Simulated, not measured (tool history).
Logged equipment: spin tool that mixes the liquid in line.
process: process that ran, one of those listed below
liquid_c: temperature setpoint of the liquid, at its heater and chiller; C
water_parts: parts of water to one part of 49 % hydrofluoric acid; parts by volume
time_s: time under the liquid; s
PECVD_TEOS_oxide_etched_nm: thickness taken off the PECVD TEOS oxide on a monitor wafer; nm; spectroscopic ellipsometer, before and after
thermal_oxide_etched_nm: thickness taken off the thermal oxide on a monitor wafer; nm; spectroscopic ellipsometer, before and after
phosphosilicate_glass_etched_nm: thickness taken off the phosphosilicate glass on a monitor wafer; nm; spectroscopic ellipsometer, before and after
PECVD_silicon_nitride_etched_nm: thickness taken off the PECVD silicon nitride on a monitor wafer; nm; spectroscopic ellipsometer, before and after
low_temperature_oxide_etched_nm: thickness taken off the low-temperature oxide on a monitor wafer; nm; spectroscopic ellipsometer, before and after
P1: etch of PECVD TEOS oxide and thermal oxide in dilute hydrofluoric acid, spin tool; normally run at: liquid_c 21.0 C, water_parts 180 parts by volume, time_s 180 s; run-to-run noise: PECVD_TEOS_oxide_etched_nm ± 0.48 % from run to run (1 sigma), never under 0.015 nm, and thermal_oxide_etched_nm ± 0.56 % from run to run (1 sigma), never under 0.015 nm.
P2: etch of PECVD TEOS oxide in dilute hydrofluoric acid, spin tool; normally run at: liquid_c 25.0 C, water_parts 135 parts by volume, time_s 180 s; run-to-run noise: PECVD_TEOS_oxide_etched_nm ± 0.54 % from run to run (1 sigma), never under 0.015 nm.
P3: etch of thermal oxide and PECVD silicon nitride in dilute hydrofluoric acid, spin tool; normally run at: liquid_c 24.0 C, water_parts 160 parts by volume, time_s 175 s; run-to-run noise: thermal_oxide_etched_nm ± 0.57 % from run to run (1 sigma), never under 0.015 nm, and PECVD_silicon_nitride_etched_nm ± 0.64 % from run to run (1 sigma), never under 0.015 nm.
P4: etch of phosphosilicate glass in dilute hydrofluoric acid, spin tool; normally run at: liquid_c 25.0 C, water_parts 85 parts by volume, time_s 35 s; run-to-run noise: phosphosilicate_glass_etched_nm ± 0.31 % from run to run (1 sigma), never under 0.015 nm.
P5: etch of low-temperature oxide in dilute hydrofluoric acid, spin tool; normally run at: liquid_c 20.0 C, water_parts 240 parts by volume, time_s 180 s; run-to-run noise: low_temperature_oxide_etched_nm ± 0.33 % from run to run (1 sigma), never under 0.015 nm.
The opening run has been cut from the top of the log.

run,hour,process,liquid_c,water_parts,time_s,hours since the thermometer was replaced,hours since the hydrofluoric acid flow meter was replaced,PECVD_TEOS_oxide_etched_nm,thermal_oxide_etched_nm,phosphosilicate_glass_etched_nm,PECVD_silicon_nitride_etched_nm,low_temperature_oxide_etched_nm
2,23.1,P2,25.0,135,355,1831.3,894.9,44.6540,,,,
3,36.4,P1,21.0,180,180,1844.6,908.2,16.4090,3.8259,,,
4,49.1,P1,21.0,30,180,1857.3,920.9,116.5800,26.8170,,,
5,58.0,P1,21.0,180,180,1866.2,929.8,16.3850,3.7850,,,
6,75.5,P1,21.0,180,295,1883.7,947.3,26.7290,6.2456,,,
# hour 92.5: thermometer replaced
7,94.2,P4,33.5,85,35,1.7,966.0,,,55.260,,
8,110.0,P3,24.0,160,175,17.5,981.8,,4.7205,,3.3635,
9,124.2,P5,20.0,240,55,31.7,996.0,,,,,2.7536
10,133.9,P1,21.0,180,180,41.4,1005.7,16.3760,3.7733,,,
11,143.5,P1,17.0,180,305,51.0,1015.3,23.7960,5.4880,,,
12,151.9,P3,19.5,160,175,59.4,1023.7,,4.0194,,2.5475,
13,163.4,P4,25.0,85,35,70.9,1035.2,,,39.690,,
14,180.4,P1,27.0,180,180,87.9,1052.2,20.5800,4.7117,,,
15,189.1,P3,24.0,160,80,96.6,1060.9,,2.1379,,1.5175,
16,198.4,P3,24.0,265,175,105.9,1070.2,,2.5529,,2.0393,
17,213.7,P1,21.0,180,180,121.2,1085.5,16.4820,3.7386,,,
18,232.4,P1,17.0,180,180,139.9,1104.2,14.0520,3.2062,,,
19,246.6,P1,21.0,180,80,154.1,1118.4,7.2609,1.7156,,,
20,258.0,P1,21.0,265,180,165.5,1129.8,10.2930,2.3289,,,
21,276.4,P1,25.0,180,75,183.9,1148.2,7.9318,1.8203,,,
22,287.1,P5,20.0,240,180,194.6,1158.9,,,,,9.0050
23,296.3,P5,23.5,240,180,203.8,1168.1,,,,,10.3040
24,307.7,P2,25.0,45,180,215.2,1179.5,76.1530,,,,

What does the tool deliver on the next run?
25,318.1,P4,25.0,85,15,225.6,1189.9,,,?,,

{"run 25": {"phosphosilicate_glass_etched_nm": 16.977}}

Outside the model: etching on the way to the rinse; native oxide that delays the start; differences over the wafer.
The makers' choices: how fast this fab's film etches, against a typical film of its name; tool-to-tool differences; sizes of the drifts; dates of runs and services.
